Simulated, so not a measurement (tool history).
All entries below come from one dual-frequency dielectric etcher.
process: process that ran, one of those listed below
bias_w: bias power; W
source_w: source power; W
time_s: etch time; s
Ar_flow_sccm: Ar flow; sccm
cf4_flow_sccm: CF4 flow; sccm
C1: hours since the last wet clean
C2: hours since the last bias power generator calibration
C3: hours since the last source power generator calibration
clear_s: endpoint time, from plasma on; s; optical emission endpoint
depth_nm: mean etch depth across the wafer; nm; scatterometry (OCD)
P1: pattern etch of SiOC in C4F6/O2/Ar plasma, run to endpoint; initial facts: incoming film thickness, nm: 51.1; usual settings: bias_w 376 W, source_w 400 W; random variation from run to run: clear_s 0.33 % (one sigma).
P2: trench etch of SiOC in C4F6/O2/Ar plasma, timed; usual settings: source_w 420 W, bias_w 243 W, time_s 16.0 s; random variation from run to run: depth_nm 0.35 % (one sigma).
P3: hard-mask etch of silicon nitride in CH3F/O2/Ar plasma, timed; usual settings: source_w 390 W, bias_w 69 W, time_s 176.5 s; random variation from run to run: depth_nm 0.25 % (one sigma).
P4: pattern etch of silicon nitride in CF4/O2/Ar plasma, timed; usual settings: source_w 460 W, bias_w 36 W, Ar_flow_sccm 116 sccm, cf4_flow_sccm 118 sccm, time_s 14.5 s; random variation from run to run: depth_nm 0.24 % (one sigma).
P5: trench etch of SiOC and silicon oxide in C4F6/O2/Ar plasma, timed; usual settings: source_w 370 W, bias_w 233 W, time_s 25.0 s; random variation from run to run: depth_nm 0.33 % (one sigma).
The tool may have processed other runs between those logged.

run 1 hour=4.0 | process=P1 bias_w=376 source_w=400 | C1=398.6 C2=1446.6 C3=990.4 | clear_s=18.975
run 2 hour=10.0 | process=P3 bias_w=69 source_w=390 time_s=234.0 | C1=404.6 C2=1452.6 C3=996.4 | depth_nm=164.940
run 3 hour=16.4 | process=P3 bias_w=69 source_w=390 time_s=176.5 | C1=411.0 C2=1459.0 C3=1002.8 | depth_nm=124.450
-- hour=20.8 source power generator calibrated
run 4 hour=23.0 | process=P1 bias_w=376 source_w=400 | C1=417.6 C2=1465.6 C3=2.3 | clear_s=19.047
run 5 hour=26.6 | process=P5 bias_w=140 source_w=370 time_s=25.0 | C1=421.2 C2=1469.2 C3=5.9 | depth_nm=44.782
run 6 hour=30.2 | process=P5 bias_w=233 source_w=260 time_s=25.0 | C1=424.8 C2=1472.8 C3=9.5 | depth_nm=45.969
run 7 hour=35.9 | process=P5 bias_w=233 source_w=370 time_s=33.0 | C1=430.5 C2=1478.5 C3=15.2 | depth_nm=69.606
run 8 hour=43.1 | process=P3 bias_w=96 source_w=390 time_s=176.5 | C1=437.7 C2=1485.7 C3=22.4 | depth_nm=139.310
run 9 hour=47.4 | process=P1 bias_w=514 source_w=400 | C1=442.0 C2=1490.0 C3=26.7 | clear_s=16.896
run 10 hour=55.1 | process=P2 bias_w=154 source_w=420 time_s=16.0 | C1=449.7 C2=1497.7 C3=34.4 | depth_nm=31.848
run 11 hour=60.0 | process=P1 bias_w=376 source_w=490 | C1=454.6 C2=1502.6 C3=39.3 | clear_s=17.595
-- hour=65.8 bias power generator calibrated
run 12 hour=66.3 | process=P1 bias_w=461 source_w=540 | C1=460.9 C2=0.6 C3=45.6 | clear_s=15.780
run 13 hour=73.5 | process=P1 bias_w=376 source_w=260 | C1=468.1 C2=7.8 C3=52.8 | clear_s=22.368
run 14 hour=80.7 | process=P1 bias_w=376 source_w=400 | C1=475.3 C2=15.0 C3=60.0 | clear_s=18.936
run 15 hour=85.4 | process=P1 bias_w=272 source_w=400 | C1=480.0 C2=19.7 C3=64.7 | clear_s=21.200
run 16 hour=89.0 | process=P5 bias_w=233 source_w=370 time_s=25.0 | C1=483.6 C2=23.3 C3=68.3 | depth_nm=52.669
run 17 hour=93.1 | process=P4 bias_w=21 source_w=460 time_s=14.5 Ar_flow_sccm=116 cf4_flow_sccm=118 | C1=487.7 C2=27.4 C3=72.4 | depth_nm=18.587
run 18 hour=97.3 | process=P1 bias_w=309 source_w=260 | C1=491.9 C2=31.6 C3=76.6 | clear_s=23.791
run 19 hour=102.8 | process=P4 bias_w=36 source_w=270 time_s=14.5 Ar_flow_sccm=116 cf4_flow_sccm=118 | C1=497.4 C2=37.1 C3=82.1 | depth_nm=13.723
run 20 hour=107.1 | process=P2 bias_w=243 source_w=580 time_s=16.0 | C1=501.7 C2=41.4 C3=86.4 | depth_nm=41.696
run 21 hour=113.8 | process=P4 bias_w=36 source_w=460 time_s=14.5 Ar_flow_sccm=116 cf4_flow_sccm=84 | C1=508.4 C2=48.1 C3=93.1 | depth_nm=20.901
run 22 hour=121.3 | process=P3 bias_w=69 source_w=250 time_s=176.5 | C1=515.9 C2=55.6 C3=100.6 | depth_nm=105.160
run 23 hour=127.9 | process=P4 bias_w=36 source_w=460 time_s=14.5 Ar_flow_sccm=158 cf4_flow_sccm=118 | C1=522.5 C2=62.2 C3=107.2 | depth_nm=20.952
run 24 hour=132.8 | process=P4 bias_w=36 source_w=460 time_s=14.5 Ar_flow_sccm=116 cf4_flow_sccm=118 | C1=527.4 C2=67.1 C3=112.1 | depth_nm=21.997
run 25 hour=137.2 | process=P2 bias_w=243 source_w=420 time_s=16.0 | C1=531.8 C2=71.5 C3=116.5 | depth_nm=37.194
run 26 hour=141.7 | process=P1 bias_w=376 source_w=400 | C1=536.3 C2=76.0 C3=121.0 | clear_s=19.063
run 27 hour=149.3 | process=P4 bias_w=36 source_w=460 time_s=9.5 Ar_flow_sccm=116 cf4_flow_sccm=118 | C1=543.9 C2=83.6 C3=128.6 | depth_nm=14.439
run 28 hour=157.4 | process=P2 bias_w=243 source_w=420 time_s=9.0 | C1=552.0 C2=91.7 C3=136.7 | depth_nm=20.726
run 29 hour=161.6 | process=P1 bias_w=281 source_w=310 | C1=556.2 C2=95.9 C3=140.9 | clear_s=23.071
run 30 hour=168.1 | process=P1 bias_w=376 source_w=400 | C1=562.7 C2=102.4 C3=147.4 | clear_s=19.110
run 31 hour=173.6 | process=P1 bias_w=376 source_w=400 | C1=568.2 C2=107.9 C3=152.9 | clear_s=18.964
run 32 hour=179.3 | process=P1 bias_w=376 source_w=400 | C1=573.9 C2=113.6 C3=158.6 | clear_s=18.755
run 33 hour=186.8 | process=P1 bias_w=376 source_w=400 | C1=581.4 C2=121.1 C3=166.1 | clear_s=18.719
run 34 hour=193.9 | process=P1 bias_w=376 source_w=400 | C1=588.5 C2=128.2 C3=173.2 | clear_s=18.587
-- hour=197.7 wet clean of the chamber
run 35 hour=198.0 | process=P1 bias_w=376 source_w=400 | C1=0.3 C2=132.3 C3=177.3 | clear_s=18.653
run 36 hour=203.1 | process=P1 bias_w=376 source_w=400 | C1=5.4 C2=137.4 C3=182.4 | clear_s=18.671
run 37 hour=209.0 | process=P1 bias_w=376 source_w=400 | C1=11.3 C2=143.3 C3=188.3 | clear_s=18.639
run 38 hour=216.5 | process=P1 bias_w=376 source_w=400 | C1=18.8 C2=150.8 C3=195.8 | clear_s=18.714

For run 39, what comes out?
run 39 hour=220.2 | process=P1 bias_w=376 source_w=400 | C1=22.5 C2=154.5 C3=199.5 | clear_s=?

clear_s: 18.744 s

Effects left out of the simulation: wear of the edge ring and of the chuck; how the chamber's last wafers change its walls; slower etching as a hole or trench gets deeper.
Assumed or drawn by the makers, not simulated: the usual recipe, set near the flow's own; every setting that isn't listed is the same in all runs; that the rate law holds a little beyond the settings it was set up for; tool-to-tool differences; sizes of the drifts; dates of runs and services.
